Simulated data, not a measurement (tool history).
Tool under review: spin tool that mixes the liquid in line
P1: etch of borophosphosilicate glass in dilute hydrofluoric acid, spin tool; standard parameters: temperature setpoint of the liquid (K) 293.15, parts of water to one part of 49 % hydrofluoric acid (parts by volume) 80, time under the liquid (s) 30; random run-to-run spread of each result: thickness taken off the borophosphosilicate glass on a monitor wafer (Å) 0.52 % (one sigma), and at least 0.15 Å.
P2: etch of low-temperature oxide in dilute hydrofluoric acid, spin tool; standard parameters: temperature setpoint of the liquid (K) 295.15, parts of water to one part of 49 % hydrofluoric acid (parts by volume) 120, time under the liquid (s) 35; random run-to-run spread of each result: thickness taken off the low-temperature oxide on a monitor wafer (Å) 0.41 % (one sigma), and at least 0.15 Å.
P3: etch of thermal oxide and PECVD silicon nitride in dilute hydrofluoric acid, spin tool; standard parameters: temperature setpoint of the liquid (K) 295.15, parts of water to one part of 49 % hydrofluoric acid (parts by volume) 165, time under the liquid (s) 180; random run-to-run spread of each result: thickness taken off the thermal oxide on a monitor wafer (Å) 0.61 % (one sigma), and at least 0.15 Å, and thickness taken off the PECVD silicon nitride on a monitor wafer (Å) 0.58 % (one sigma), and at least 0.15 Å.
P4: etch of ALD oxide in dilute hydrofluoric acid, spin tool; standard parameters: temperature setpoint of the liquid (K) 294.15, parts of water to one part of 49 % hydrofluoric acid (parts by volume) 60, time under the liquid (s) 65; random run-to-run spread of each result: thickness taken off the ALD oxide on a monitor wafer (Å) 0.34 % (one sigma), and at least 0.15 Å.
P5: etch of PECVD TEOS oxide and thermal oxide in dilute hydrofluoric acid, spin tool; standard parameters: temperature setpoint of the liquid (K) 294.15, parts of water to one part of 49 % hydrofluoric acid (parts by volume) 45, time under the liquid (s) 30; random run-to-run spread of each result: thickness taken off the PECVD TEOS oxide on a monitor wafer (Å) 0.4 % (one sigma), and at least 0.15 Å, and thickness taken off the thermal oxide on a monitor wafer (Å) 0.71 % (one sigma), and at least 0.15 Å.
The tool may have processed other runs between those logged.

run	hour	process that ran	temperature setpoint of the liquid (K)	parts of water to one part of 49 % hydrofluoric acid (parts by volume)	time under the liquid (s)	hours since the thermometer was replaced	hours since the hydrofluoric acid flow meter was replaced	thickness taken off the borophosphosilicate glass on a monitor wafer (Å)	thickness taken off the thermal oxide on a monitor wafer (Å)	thickness taken off the PECVD silicon nitride on a monitor wafer (Å)	thickness taken off the low-temperature oxide on a monitor wafer (Å)	thickness taken off the PECVD TEOS oxide on a monitor wafer (Å)	thickness taken off the ALD oxide on a monitor wafer (Å)
1	11.9	P1	293.15	80	30	1318.2	505	156.83					
2	24.3	P1	293.15	80	30	1330.6	517.4	156.42					
3	30.4	P1	293.15	80	30	1336.7	523.5	158.01					
4	43.8	P1	300.15	120	30	1350.1	536.9	132.79					
5	54.5	P1	293.15	80	30	1360.8	547.6	158.83					
6	62.9	P1	293.15	35	30	1369.2	556	380.77					
7	75.8	P1	293.15	80	55	1382.1	568.9	288.62					
8	86.9	P3	295.15	165	180	1393.2	580		45.856	42.122			
9	99.2	P3	295.15	165	285	1405.5	592.3		72.581	66.632			
10	106.6	P2	295.15	120	20	1412.9	599.7				46.152		
11	119.1	P2	290.15	120	35	1425.4	612.2				65.578		
12	126.6	P3	295.15	280	180	1432.9	619.7		24.216	24.727			
13	134.9	P5	294.15	75	30	1441.2	628		17.66			71.236	
14	145.9	P5	294.15	45	30	1452.2	639		30.053			123.37	
15	157.8	P1	293.15	120	30	1464.1	650.9	101.16					
16	170.1	P5	300.15	45	30	1476.4	663.2		39.77			157.05	
17	176.7	P4	290.15	60	65	1483	669.8						153.97
18	183.1	P5	294.15	45	15	1489.4	676.2		15.433			60.926	
19	192.4	P1	293.15	80	30	1498.7	685.5	158.64					
20	204.7	P4	294.15	90	65	1511	697.8						118.18
# hour 207.5: hydrofluoric acid flow meter replaced
21	217.5	P1	293.15	80	15	1523.8	10.1	80.068					
# hour 220.3: thermometer replaced
22	224	P1	297.65	80	30	3.8	16.6	190.78					
23	230.1	P1	290.15	105	30	9.9	22.7	103.44					
24	242.3	P4	294.15	60	65	22.1	34.9						184.39
25	249.7	P1	290.15	80	30	29.5	42.3	138.29					
26	255.9	P3	295.15	165	180	35.7	48.5		45.68	42.105			
27	269.4	P2	295.15	60	35	49.2	62				173.91		
28	278.1	P4	294.15	60	105	57.9	70.7						297.41
29	291.4	P2	295.15	120	35	71.2	84				80.63		
30	304.9	P2	295.15	120	35	84.7	97.5				80.565		
31	316.4	P1	293.15	80	30	96.2	109	158.42					
32	324.6	P3	302.15	165	180	104.4	117.2		59.715	65.95			
33	336.5	P1	293.15	80	30	116.3	129.1	159.3					
34	350	P1	293.15	80	30	129.8	142.6	152.35					
35	363.6	P1	293.15	80	30	143.4	156.2	149.41					
36	371.7	P1	293.15	80	30	151.5	164.3	148.17					
37	377.5	P1	293.15	80	30	157.3	170.1	146.75					
38	387.8	P1	293.15	80	30	167.6	180.4	146.57					
39	400.3	P1	293.15	80	30	180.1	192.9	144.63					
40	409.9	P1	293.15	80	30	189.7	202.5	145.25					
41	418.1	P1	293.15	80	30	197.9	210.7	144.19					
42	431.6	P1	293.15	80	30	211.4	224.2	143.6					
43	442.6	P1	293.15	80	30	222.4	235.2	144.28					
44	450	P1	293.15	80	30	229.8	242.6	145.06					

P1 has crept away from where it was. The log is fitted equally well by each of these 2 causes, at the sizes shown:
A: hydrofluoric acid flow below the setpoint (%) = 8.08
B: liquid colder than its thermometer reads (K) = 2.2
Onset of the creep was near hour 336.5.

Each of the 4 check runs below uses one wafer; its results are left as question marks. Which run tells the causes apart?
check 1	457.4	P3	295.15	165	180				?	?			
check 2	457.4	P2	295.15	120	35						?		
check 3	457.4	P5	294.15	45	30				?			?	
check 4	457.4	P4	294.15	60	65								?

Predicted outcomes, by check and by cause:
check	result	if A	if B
check 1	thickness taken off the thermal oxide on a monitor wafer (Å)	41.511	42.082
check 1	thickness taken off the PECVD silicon nitride on a monitor wafer (Å)	38.639	36.303
check 2	thickness taken off the low-temperature oxide on a monitor wafer (Å)	73.461	74.029
check 3	thickness taken off the thermal oxide on a monitor wafer (Å)	28.007	27.878
check 3	thickness taken off the PECVD TEOS oxide on a monitor wafer (Å)	112.44	111.92
check 4	thickness taken off the ALD oxide on a monitor wafer (Å)	167.58	167.2
Per-check spread between the two closest causes, in the result where they differ most: check 1 6.24 %; check 2 0.77 %; check 3 0.46 %; check 4 0.23 %
Of the check runs offered, only check 1 discriminates between the causes; the rest would read about the same regardless of which cause applies.

Check 1 was then run and gave: thickness taken off the thermal oxide on a monitor wafer (Å) 41.41; thickness taken off the PECVD silicon nitride on a monitor wafer (Å) 38.356. Which cause is it?

It is A: hydrofluoric acid flow below the setpoint (%).
